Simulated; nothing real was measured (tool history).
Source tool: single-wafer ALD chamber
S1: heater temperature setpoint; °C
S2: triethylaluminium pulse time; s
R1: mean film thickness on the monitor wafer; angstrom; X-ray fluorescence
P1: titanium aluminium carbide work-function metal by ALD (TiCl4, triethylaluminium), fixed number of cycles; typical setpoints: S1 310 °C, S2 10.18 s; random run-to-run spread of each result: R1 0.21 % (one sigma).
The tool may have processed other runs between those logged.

Run 1, hour 8.3: S1 310 °C, S2 10.18 s. Result: R1 20.628 angstrom.
Run 2, hour 15.2: S1 310 °C, S2 4.52 s. Result: R1 16.801 angstrom.
Run 3, hour 20.1: S1 310 °C, S2 10.18 s. Result: R1 20.613 angstrom.
Run 4, hour 24.1: S1 335 °C, S2 10.18 s. Result: R1 22.759 angstrom.
Run 5, hour 29.5: S1 310 °C, S2 10.18 s. Result: R1 20.661 angstrom.
Run 6, hour 37.1: S1 286 °C, S2 10.18 s. Result: R1 18.537 angstrom.
Run 7, hour 44.9: S1 310 °C, S2 16.36 s. Result: R1 21.162 angstrom.
Run 8, hour 51.8: S1 331 °C, S2 14.23 s. Result: R1 23.039 angstrom.
At hour 54.6: triethylaluminium bottle replaced.
Run 9, hour 56.2: S1 310 °C, S2 10.18 s. Result: R1 20.554 angstrom.
Run 10, hour 64.3: S1 310 °C, S2 10.18 s. Result: R1 20.613 angstrom.
Run 11, hour 73.5: S1 310 °C, S2 10.18 s. Result: R1 20.610 angstrom.
Run 12, hour 79.3: S1 310 °C, S2 10.18 s. Result: R1 20.472 angstrom.
Run 13, hour 86.6: S1 310 °C, S2 10.18 s. Result: R1 20.415 angstrom.
Run 14, hour 93.7: S1 310 °C, S2 10.18 s. Result: R1 20.300 angstrom.

Run 15 comes next. What will it give?
Run 15, hour 97.7: S1 310 °C, S2 10.18 s. Result: R1 ?.

For run 15 the tool returned R1 20.201 angstrom.

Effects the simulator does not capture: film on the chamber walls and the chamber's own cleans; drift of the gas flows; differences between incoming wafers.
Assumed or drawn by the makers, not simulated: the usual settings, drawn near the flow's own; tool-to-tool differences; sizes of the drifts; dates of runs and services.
